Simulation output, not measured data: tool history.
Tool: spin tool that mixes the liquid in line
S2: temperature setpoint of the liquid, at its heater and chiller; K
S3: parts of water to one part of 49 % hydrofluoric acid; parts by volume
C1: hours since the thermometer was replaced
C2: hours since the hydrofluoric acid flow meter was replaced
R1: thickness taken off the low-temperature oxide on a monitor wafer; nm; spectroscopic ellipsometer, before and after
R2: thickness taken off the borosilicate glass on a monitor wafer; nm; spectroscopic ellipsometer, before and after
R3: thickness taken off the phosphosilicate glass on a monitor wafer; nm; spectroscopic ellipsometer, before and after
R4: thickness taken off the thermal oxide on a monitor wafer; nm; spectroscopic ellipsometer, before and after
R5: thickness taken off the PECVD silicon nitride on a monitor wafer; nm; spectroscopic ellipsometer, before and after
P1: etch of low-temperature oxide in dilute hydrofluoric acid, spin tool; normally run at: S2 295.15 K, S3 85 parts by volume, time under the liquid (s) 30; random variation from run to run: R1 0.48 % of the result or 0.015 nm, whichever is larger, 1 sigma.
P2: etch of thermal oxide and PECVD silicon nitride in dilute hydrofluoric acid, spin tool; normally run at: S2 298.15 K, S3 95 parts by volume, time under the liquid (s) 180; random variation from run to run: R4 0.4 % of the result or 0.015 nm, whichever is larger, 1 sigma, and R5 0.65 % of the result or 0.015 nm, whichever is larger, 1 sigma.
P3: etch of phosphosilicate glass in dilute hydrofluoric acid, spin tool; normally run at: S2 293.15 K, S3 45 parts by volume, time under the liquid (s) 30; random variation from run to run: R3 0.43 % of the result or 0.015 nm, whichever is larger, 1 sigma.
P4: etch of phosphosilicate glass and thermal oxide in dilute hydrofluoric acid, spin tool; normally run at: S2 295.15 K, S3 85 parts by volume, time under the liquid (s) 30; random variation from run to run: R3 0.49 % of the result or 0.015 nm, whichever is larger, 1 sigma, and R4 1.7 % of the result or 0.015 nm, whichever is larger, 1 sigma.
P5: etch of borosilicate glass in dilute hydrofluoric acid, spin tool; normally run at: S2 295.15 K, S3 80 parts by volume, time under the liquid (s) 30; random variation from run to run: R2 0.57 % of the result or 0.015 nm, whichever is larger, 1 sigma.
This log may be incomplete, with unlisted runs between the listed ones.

{"run": 1, "hour": 10.3, "process that ran": "P1", "S2": 295.15, "S3": 85, "time under the liquid (s)": 30, "C1": 78.6, "C2": 1361.8, "R1": 11.857}
{"run": 2, "hour": 22.5, "process that ran": "P5", "S2": 295.15, "S3": 80, "time under the liquid (s)": 45, "C1": 90.8, "C2": 1374.0, "R2": 17.832}
{"run": 3, "hour": 37.4, "process that ran": "P1", "S2": 290.65, "S3": 85, "time under the liquid (s)": 30, "C1": 105.7, "C2": 1388.9, "R1": 9.8949}
{"run": 4, "hour": 51.4, "process that ran": "P3", "S2": 298.15, "S3": 45, "time under the liquid (s)": 30, "C1": 119.7, "C2": 1402.9, "R3": 73.987}
{"run": 5, "hour": 64.7, "process that ran": "P4", "S2": 295.15, "S3": 85, "time under the liquid (s)": 30, "C1": 133.0, "C2": 1416.2, "R3": 49.214, "R4": 1.5155}
{"hour": 67.2, "done": "hydrofluoric acid flow meter replaced"}
{"run": 6, "hour": 79.7, "process that ran": "P3", "S2": 293.15, "S3": 25, "time under the liquid (s)": 30, "C1": 148.0, "C2": 12.6, "R3": 110.4}
{"run": 7, "hour": 87.5, "process that ran": "P2", "S2": 298.15, "S3": 95, "time under the liquid (s)": 310, "C1": 155.8, "C2": 20.4, "R4": 16.93, "R5": 5.9431}
{"run": 8, "hour": 100.1, "process that ran": "P1", "S2": 300.65, "S3": 85, "time under the liquid (s)": 30, "C1": 168.4, "C2": 33.0, "R1": 14.936}
{"run": 9, "hour": 110.7, "process that ran": "P1", "S2": 295.15, "S3": 85, "time under the liquid (s)": 30, "C1": 179.0, "C2": 43.6, "R1": 11.846}
{"run": 10, "hour": 124.2, "process that ran": "P3", "S2": 293.15, "S3": 45, "time under the liquid (s)": 60, "C1": 192.5, "C2": 57.1, "R3": 118.43}
{"run": 11, "hour": 133.9, "process that ran": "P1", "S2": 295.15, "S3": 130, "time under the liquid (s)": 30, "C1": 202.2, "C2": 66.8, "R1": 7.3773}
{"hour": 144.6, "done": "thermometer replaced"}
{"run": 12, "hour": 149.2, "process that ran": "P2", "S2": 298.15, "S3": 170, "time under the liquid (s)": 180, "C1": 4.6, "C2": 82.1, "R4": 5.0635, "R5": 1.9386}
{"run": 13, "hour": 161.7, "process that ran": "P5", "S2": 295.15, "S3": 35, "time under the liquid (s)": 30, "C1": 17.1, "C2": 94.6, "R2": 28.62}
{"run": 14, "hour": 175.2, "process that ran": "P3", "S2": 293.15, "S3": 45, "time under the liquid (s)": 30, "C1": 30.6, "C2": 108.1, "R3": 59.756}
{"run": 15, "hour": 189.8, "process that ran": "P1", "S2": 295.15, "S3": 85, "time under the liquid (s)": 15, "C1": 45.2, "C2": 122.7, "R1": 5.934}
{"run": 16, "hour": 204.4, "process that ran": "P4", "S2": 290.15, "S3": 85, "time under the liquid (s)": 30, "C1": 59.8, "C2": 137.3, "R3": 40.222, "R4": 1.2704}
{"run": 17, "hour": 211.5, "process that ran": "P1", "S2": 295.15, "S3": 85, "time under the liquid (s)": 60, "C1": 66.9, "C2": 144.4, "R1": 23.851}
{"run": 18, "hour": 219.1, "process that ran": "P2", "S2": 305.15, "S3": 95, "time under the liquid (s)": 180, "C1": 74.5, "C2": 152.0, "R4": 12.829, "R5": 5.3978}
{"run": 19, "hour": 229.0, "process that ran": "P4", "S2": 295.15, "S3": 25, "time under the liquid (s)": 30, "C1": 84.4, "C2": 161.9, "R3": 180.39, "R4": 5.5615}
{"run": 20, "hour": 235.9, "process that ran": "P5", "S2": 302.15, "S3": 80, "time under the liquid (s)": 30, "C1": 91.3, "C2": 168.8, "R2": 15.641}
{"run": 21, "hour": 249.3, "process that ran": "P2", "S2": 298.15, "S3": 95, "time under the liquid (s)": 180, "C1": 104.7, "C2": 182.2, "R4": 9.8922, "R5": 3.4633}
{"run": 22, "hour": 262.9, "process that ran": "P2", "S2": 298.15, "S3": 95, "time under the liquid (s)": 180, "C1": 118.3, "C2": 195.8, "R4": 9.8747, "R5": 3.4476}
{"run": 23, "hour": 269.9, "process that ran": "P4", "S2": 295.15, "S3": 85, "time under the liquid (s)": 50, "C1": 125.3, "C2": 202.8, "R3": 81.681, "R4": 2.559}
{"run": 24, "hour": 284.2, "process that ran": "P1", "S2": 302.65, "S3": 85, "time under the liquid (s)": 15, "C1": 139.6, "C2": 217.1, "R1": 7.9675}
{"run": 25, "hour": 298.1, "process that ran": "P5", "S2": 295.15, "S3": 80, "time under the liquid (s)": 30, "C1": 153.5, "C2": 231.0, "R2": 11.751}
{"run": 26, "hour": 305.0, "process that ran": "P1", "S2": 295.15, "S3": 85, "time under the liquid (s)": 30, "C1": 160.4, "C2": 237.9, "R1": 11.948}
{"run": 27, "hour": 315.7, "process that ran": "P1", "S2": 295.15, "S3": 50, "time under the liquid (s)": 30, "C1": 171.1, "C2": 248.6, "R1": 20.997}
{"run": 28, "hour": 329.3, "process that ran": "P1", "S2": 295.15, "S3": 85, "time under the liquid (s)": 30, "C1": 184.7, "C2": 262.2, "R1": 11.839}
{"run": 29, "hour": 341.2, "process that ran": "P1", "S2": 295.15, "S3": 85, "time under the liquid (s)": 30, "C1": 196.6, "C2": 274.1, "R1": 11.984}
{"run": 30, "hour": 355.1, "process that ran": "P1", "S2": 295.15, "S3": 85, "time under the liquid (s)": 30, "C1": 210.5, "C2": 288.0, "R1": 12.228}

What does the tool deliver on the next run?
{"run": 31, "hour": 366.5, "process that ran": "P1", "S2": 295.15, "S3": 85, "time under the liquid (s)": 30, "C1": 221.9, "C2": 299.4, "R1": "?"}

Logged for run 31: R1 12.6290 nm.
